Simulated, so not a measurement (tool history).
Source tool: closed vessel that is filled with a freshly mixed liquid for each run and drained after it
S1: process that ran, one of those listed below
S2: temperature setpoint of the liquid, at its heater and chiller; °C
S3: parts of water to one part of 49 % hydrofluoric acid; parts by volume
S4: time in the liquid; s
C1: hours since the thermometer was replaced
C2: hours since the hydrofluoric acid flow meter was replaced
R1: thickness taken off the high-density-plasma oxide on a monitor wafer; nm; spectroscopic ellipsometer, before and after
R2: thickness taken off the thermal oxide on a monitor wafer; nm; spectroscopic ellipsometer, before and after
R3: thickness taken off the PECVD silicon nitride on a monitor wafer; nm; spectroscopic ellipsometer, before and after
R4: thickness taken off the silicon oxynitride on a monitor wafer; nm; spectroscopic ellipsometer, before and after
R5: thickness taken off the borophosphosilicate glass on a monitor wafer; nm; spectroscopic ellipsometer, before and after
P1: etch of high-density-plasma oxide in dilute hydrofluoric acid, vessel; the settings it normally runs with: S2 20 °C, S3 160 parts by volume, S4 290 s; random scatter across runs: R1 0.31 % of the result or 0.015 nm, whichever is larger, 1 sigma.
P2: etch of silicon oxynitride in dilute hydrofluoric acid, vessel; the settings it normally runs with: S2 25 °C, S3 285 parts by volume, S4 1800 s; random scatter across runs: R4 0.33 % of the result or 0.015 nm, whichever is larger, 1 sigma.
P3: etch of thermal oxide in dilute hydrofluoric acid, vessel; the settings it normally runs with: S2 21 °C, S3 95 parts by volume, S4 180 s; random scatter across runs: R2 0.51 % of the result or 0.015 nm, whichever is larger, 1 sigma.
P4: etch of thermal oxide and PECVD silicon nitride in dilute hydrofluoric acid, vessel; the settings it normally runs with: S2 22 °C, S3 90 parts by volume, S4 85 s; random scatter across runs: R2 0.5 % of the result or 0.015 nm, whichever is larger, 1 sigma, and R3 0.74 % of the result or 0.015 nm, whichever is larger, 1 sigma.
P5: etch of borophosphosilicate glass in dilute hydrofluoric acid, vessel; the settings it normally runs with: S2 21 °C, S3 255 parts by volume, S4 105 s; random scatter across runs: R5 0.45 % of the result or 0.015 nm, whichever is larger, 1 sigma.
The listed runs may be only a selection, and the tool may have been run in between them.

run   hour  S1  S2   S3    S4     C1     C2      R1      R2      R3      R4      R5
  1    2.8  P1  20  160   290  701.8  358.3   12.56
  2    7.7  P1  20   70   125  706.7  363.2  13.763
  3   12.6  P3  17   95   180  711.6  368.1          6.9164
  4     16  P1  25  160   290    715  371.5  15.246
  5   20.2  P1  20  290   290  719.2  375.7  6.1379
  6   23.6  P4  22   90    35  722.6  379.1          1.7914  1.1734
  7     26  P1  17  160   290    725  381.5  11.138
  8   30.9  P1  20   80   290  729.9  386.4  27.504
  9   35.3  P2  25  180  1800  734.3  390.8                          47.672
 10   38.1  P2  30  285  1800  737.1  393.6                          34.316
 11   42.2  P5  28  255   105  741.2  397.7                                  10.527
 12   46.9  P5  21  255   105  745.9  402.4                                  8.2977
 13   49.7  P1  20  160   290  748.7  405.2  12.617
 14   52.5  P4  22   30    85  751.5    408          13.957  8.2829
 15     56  P2  25  285  2890    755  411.5                           44.89
 16   58.5  P4  22   90    85  757.5    414          4.2984  2.8633
 17   60.9  P1  20  160   290  759.9  416.4  12.654
 18     65  P3  21   95   285    764  420.5          13.003
 19   69.4  P2  25  285  1800  768.4  424.9                          27.857
 20   74.2  P3  21   95   180  773.2  429.7          8.1018
 21   77.5  P5  21  255   180  776.5    433                                  14.231
 22   82.7  P1  20  160   540  781.7  438.2  23.424
 23   87.4  P1  20  160   290  786.4  442.9  12.582
 24   91.8  P1  17  160   120  790.8  447.3  4.5858
 25   96.4  P2  25  285  1800  795.4  451.9                          27.961
 26  101.6  P3  21  140   180  800.6  457.1          5.3022
 27  106.5  P1  20  160   290  805.5    462  12.651
 28  111.8  P4  27   90    85  810.8  467.3          5.2501  3.9397
 29  115.7  P1  20  160    70  814.7  471.2  3.0288
 30  119.9  P1  20   70   470  818.9  475.4  51.603
 31  122.2  P5  21  410   105  821.2  477.7                                  4.4299
 32  127.2  P1  20  160   290  826.2  482.7  12.561
 33  130.1  P1  20  160   290  829.1  485.6  12.956
 34  133.3  P1  20  160   290  832.3  488.8  13.213
 35    138  P1  20  160   290    837  493.5  13.414
 36  142.7  P1  20  160   290  841.7  498.2  13.546
 37  145.5  P1  20  160   290  844.5    501  13.717
 38  150.1  P1  20  160   290  849.1  505.6  13.731
 39  154.4  P1  20  160   290  853.4  509.9  13.804
 40  158.5  P1  20  160   290  857.5    514  13.871
 41  161.9  P1  20  160   290  860.9  517.4  13.762
 42  166.3  P1  20  160   290  865.3  521.8  13.811

Something has made what P1 gives creep away from where it was; the 2 causes below, each at its own stated size, fit the log equally well:
A: hydrofluoric acid flow above the setpoint (%) = 8.03
B: liquid hotter than its thermometer reads (K) = 2.3
The onset of the drift is placed at about hour 127.2.

Consider the 4 single-wafer check runs listed below, results given as question marks: which one distinguishes between the causes by giving clearly different results for each?
check 1  170.7  P4  22   90    85               ?   ?
check 2  170.7  P2  25  285  1800                       ?
check 3  170.7  P3  21   95   180               ?
check 4  170.7  P5  21  255   105                           ?

Predicted outcomes, by check and by cause:
  check  result    if A    if B
check 1      R2  4.6684  4.7024
check 1      R3  3.0591  3.3057
check 2      R4  30.651  30.754
check 3      R2  8.9135  8.9813
check 4      R5  9.0407  8.9375
Smallest distance between any two causes, each pair judged by its most separating result, in per cent: check 1 7.75 %; check 2 0.34 %; check 3 0.76 %; check 4 1.15 %
The causes can be told apart only by check 1. The other checks would give nearly the same results under each of them.

Then check 1 was run and gave: R2 4.6597 nm; R3 3.0031 nm. Which cause is it?

It was cause A: hydrofluoric acid flow above the setpoint (%).
